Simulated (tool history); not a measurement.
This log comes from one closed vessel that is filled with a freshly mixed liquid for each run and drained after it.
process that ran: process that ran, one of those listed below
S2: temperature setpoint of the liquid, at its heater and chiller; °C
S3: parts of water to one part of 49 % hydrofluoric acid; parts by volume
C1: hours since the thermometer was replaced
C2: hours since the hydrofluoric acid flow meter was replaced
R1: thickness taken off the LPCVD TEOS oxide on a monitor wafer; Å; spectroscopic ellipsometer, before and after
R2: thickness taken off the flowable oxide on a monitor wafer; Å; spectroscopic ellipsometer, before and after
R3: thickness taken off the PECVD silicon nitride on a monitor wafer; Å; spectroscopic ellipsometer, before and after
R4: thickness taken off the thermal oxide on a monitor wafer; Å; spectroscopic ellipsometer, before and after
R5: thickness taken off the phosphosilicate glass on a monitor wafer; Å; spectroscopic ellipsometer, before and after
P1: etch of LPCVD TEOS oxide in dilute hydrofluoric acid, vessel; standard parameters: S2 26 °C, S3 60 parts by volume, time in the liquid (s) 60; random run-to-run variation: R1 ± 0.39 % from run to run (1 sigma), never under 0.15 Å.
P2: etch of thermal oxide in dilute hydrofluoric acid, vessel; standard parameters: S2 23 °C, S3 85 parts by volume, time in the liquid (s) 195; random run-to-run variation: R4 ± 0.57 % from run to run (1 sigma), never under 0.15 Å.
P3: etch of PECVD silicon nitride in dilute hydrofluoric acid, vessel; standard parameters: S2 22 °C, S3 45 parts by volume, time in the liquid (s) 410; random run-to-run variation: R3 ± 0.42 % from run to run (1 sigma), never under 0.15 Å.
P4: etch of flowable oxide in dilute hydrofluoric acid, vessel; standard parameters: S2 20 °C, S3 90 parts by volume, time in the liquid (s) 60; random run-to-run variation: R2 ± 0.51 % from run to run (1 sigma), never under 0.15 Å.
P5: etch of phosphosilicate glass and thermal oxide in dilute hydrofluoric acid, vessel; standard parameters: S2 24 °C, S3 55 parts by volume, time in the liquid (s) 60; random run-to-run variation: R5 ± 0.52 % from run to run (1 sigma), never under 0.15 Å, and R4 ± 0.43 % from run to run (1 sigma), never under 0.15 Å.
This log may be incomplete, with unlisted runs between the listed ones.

run 1 hour=5.2 | process_that_ran=P1 S2=26 S3=60 time_in_the_liquid_(s)=60 | C1=379 C2=1253.9 | R1=634.24
run 2 hour=11 | process_that_ran=P4 S2=20 S3=90 time_in_the_liquid_(s)=60 | C1=384.8 C2=1259.7 | R2=195.91
run 3 hour=17.6 | process_that_ran=P3 S2=28 S3=45 time_in_the_liquid_(s)=410 | C1=391.4 C2=1266.3 | R3=283.35
run 4 hour=22.1 | process_that_ran=P2 S2=23 S3=85 time_in_the_liquid_(s)=195 | C1=395.9 C2=1270.8 | R4=106.98
run 5 hour=29.5 | process_that_ran=P5 S2=24 S3=55 time_in_the_liquid_(s)=95 | C1=403.3 C2=1278.2 | R4=83.3 R5=3535.2
run 6 hour=33.5 | process_that_ran=P2 S2=23 S3=85 time_in_the_liquid_(s)=295 | C1=407.3 C2=1282.2 | R4=161.24
run 7 hour=37.6 | process_that_ran=P1 S2=19 S3=20 time_in_the_liquid_(s)=60 | C1=411.4 C2=1286.3 | R1=1490.8
run 8 hour=42.3 | process_that_ran=P4 S2=20 S3=90 time_in_the_liquid_(s)=60 | C1=416.1 C2=1291 | R2=196.18
run 9 hour=45.7 | process_that_ran=P5 S2=24 S3=55 time_in_the_liquid_(s)=60 | C1=419.5 C2=1294.4 | R4=52.036 R5=2240.3
run 10 hour=52.7 | process_that_ran=P1 S2=26 S3=60 time_in_the_liquid_(s)=60 | C1=426.5 C2=1301.4 | R1=638.92
run 11 hour=57.3 | process_that_ran=P5 S2=24 S3=55 time_in_the_liquid_(s)=60 | C1=431.1 C2=1306 | R4=53.147 R5=2242.7
run 12 hour=62.5 | process_that_ran=P2 S2=31.5 S3=85 time_in_the_liquid_(s)=195 | C1=436.3 C2=1311.2 | R4=149.31
run 13 hour=66.9 | process_that_ran=P1 S2=19.5 S3=60 time_in_the_liquid_(s)=60 | C1=440.7 C2=1315.6 | R1=482.41
run 14 hour=72.9 | process_that_ran=P1 S2=26 S3=60 time_in_the_liquid_(s)=60 | C1=446.7 C2=1321.6 | R1=626.76
run 15 hour=78.6 | process_that_ran=P5 S2=24 S3=20 time_in_the_liquid_(s)=60 | C1=452.4 C2=1327.3 | R4=152.64 R5=6475.4
run 16 hour=85.1 | process_that_ran=P3 S2=22 S3=45 time_in_the_liquid_(s)=705 | C1=458.9 C2=1333.8 | R3=327.2
run 17 hour=91.1 | process_that_ran=P5 S2=30.5 S3=55 time_in_the_liquid_(s)=60 | C1=464.9 C2=1339.8 | R4=68.184 R5=2901.8
run 18 hour=94.8 | process_that_ran=P3 S2=22 S3=20 time_in_the_liquid_(s)=410 | C1=468.6 C2=1343.5 | R3=416.29
run 19 hour=100.7 | process_that_ran=P1 S2=26 S3=60 time_in_the_liquid_(s)=60 | C1=474.5 C2=1349.4 | R1=633.35
run 20 hour=104.7 | process_that_ran=P4 S2=20 S3=30 time_in_the_liquid_(s)=60 | C1=478.5 C2=1353.4 | R2=626.66
run 21 hour=112.2 | process_that_ran=P1 S2=26 S3=95 time_in_the_liquid_(s)=60 | C1=486 C2=1360.9 | R1=382.27
run 22 hour=116.8 | process_that_ran=P3 S2=22 S3=45 time_in_the_liquid_(s)=410 | C1=490.6 C2=1365.5 | R3=189.37
run 23 hour=120.3 | process_that_ran=P4 S2=20 S3=90 time_in_the_liquid_(s)=30 | C1=494.1 C2=1369 | R2=97.632
run 24 hour=125.1 | process_that_ran=P4 S2=17 S3=90 time_in_the_liquid_(s)=60 | C1=498.9 C2=1373.8 | R2=171.88
run 25 hour=131.1 | process_that_ran=P1 S2=26 S3=60 time_in_the_liquid_(s)=60 | C1=504.9 C2=1379.8 | R1=633.96
run 26 hour=137.7 | process_that_ran=P2 S2=23 S3=20 time_in_the_liquid_(s)=195 | C1=511.5 C2=1386.4 | R4=496.98
run 27 hour=145.3 | process_that_ran=P1 S2=26 S3=40 time_in_the_liquid_(s)=60 | C1=519.1 C2=1394 | R1=972.11
run 28 hour=151.8 | process_that_ran=P1 S2=26 S3=60 time_in_the_liquid_(s)=30 | C1=525.6 C2=1400.5 | R1=319.21
run 29 hour=157.9 | process_that_ran=P1 S2=31 S3=60 time_in_the_liquid_(s)=60 | C1=531.7 C2=1406.6 | R1=766.26
run 30 hour=164.8 | process_that_ran=P1 S2=26 S3=60 time_in_the_liquid_(s)=95 | C1=538.6 C2=1413.5 | R1=1001.9
run 31 hour=170.5 | process_that_ran=P1 S2=26 S3=60 time_in_the_liquid_(s)=60 | C1=544.3 C2=1419.2 | R1=630.88
run 32 hour=174.5 | process_that_ran=P1 S2=26 S3=60 time_in_the_liquid_(s)=60 | C1=548.3 C2=1423.2 | R1=622.16
run 33 hour=182.1 | process_that_ran=P1 S2=26 S3=60 time_in_the_liquid_(s)=60 | C1=555.9 C2=1430.8 | R1=607.36
run 34 hour=187.2 | process_that_ran=P1 S2=26 S3=60 time_in_the_liquid_(s)=60 | C1=561 C2=1435.9 | R1=598.01
run 35 hour=192.7 | process_that_ran=P1 S2=26 S3=60 time_in_the_liquid_(s)=60 | C1=566.5 C2=1441.4 | R1=596.35
run 36 hour=196.3 | process_that_ran=P1 S2=26 S3=60 time_in_the_liquid_(s)=60 | C1=570.1 C2=1445 | R1=593.45
run 37 hour=202.6 | process_that_ran=P1 S2=26 S3=60 time_in_the_liquid_(s)=60 | C1=576.4 C2=1451.3 | R1=593.05
run 38 hour=210.5 | process_that_ran=P1 S2=26 S3=60 time_in_the_liquid_(s)=60 | C1=584.3 C2=1459.2 | R1=586.81
run 39 hour=217.3 | process_that_ran=P1 S2=26 S3=60 time_in_the_liquid_(s)=60 | C1=591.1 C2=1466 | R1=585.98
run 40 hour=223.5 | process_that_ran=P1 S2=26 S3=60 time_in_the_liquid_(s)=60 | C1=597.3 C2=1472.2 | R1=585.97

P1 no longer gives what it gave before; its output has crept away from where it was. The following 2 causes, each at its listed size, fit the log equally well:
A: liquid colder than its thermometer reads (K) = 1.87
B: hydrofluoric acid flow below the setpoint (%) = 6.71
Onset of the creep was near hour 170.5.

4 check runs are offered, one wafer each, their results left as question marks. Which one tells the causes apart?
run check 1 hour=229.7 | process_that_ran=P5 S2=24 S3=55 time_in_the_liquid_(s)=60 | R4=? R5=?
run check 2 hour=229.7 | process_that_ran=P3 S2=22 S3=45 time_in_the_liquid_(s)=410 | R3=?
run check 3 hour=229.7 | process_that_ran=P2 S2=23 S3=85 time_in_the_liquid_(s)=195 | R4=?
run check 4 hour=229.7 | process_that_ran=P4 S2=20 S3=90 time_in_the_liquid_(s)=60 | R2=?

Check results expected under each cause:
check=check_1 result=R4 if_A=48.816 if_B=48.938
check=check_1 result=R5 if_A=2077 if_B=2082.3
check=check_2 result=R3 if_A=167.39 if_B=178
check=check_3 result=R4 if_A=99.027 if_B=98.959
check=check_4 result=R2 if_A=180.43 if_B=180.65
Per check, the gap between the least separated pair of causes, taken in the result that splits them most: check 1 0.25 %; check 2 6.14 %; check 3 0.07 %; check 4 0.12 %
Only in check 2 would the causes give clearly different results; in the remaining checks their results would be nearly the same.

After running check 2, the following was obtained: R3 166.47 Å. Which cause does this point to?

The cause is A: liquid colder than its thermometer reads (K).
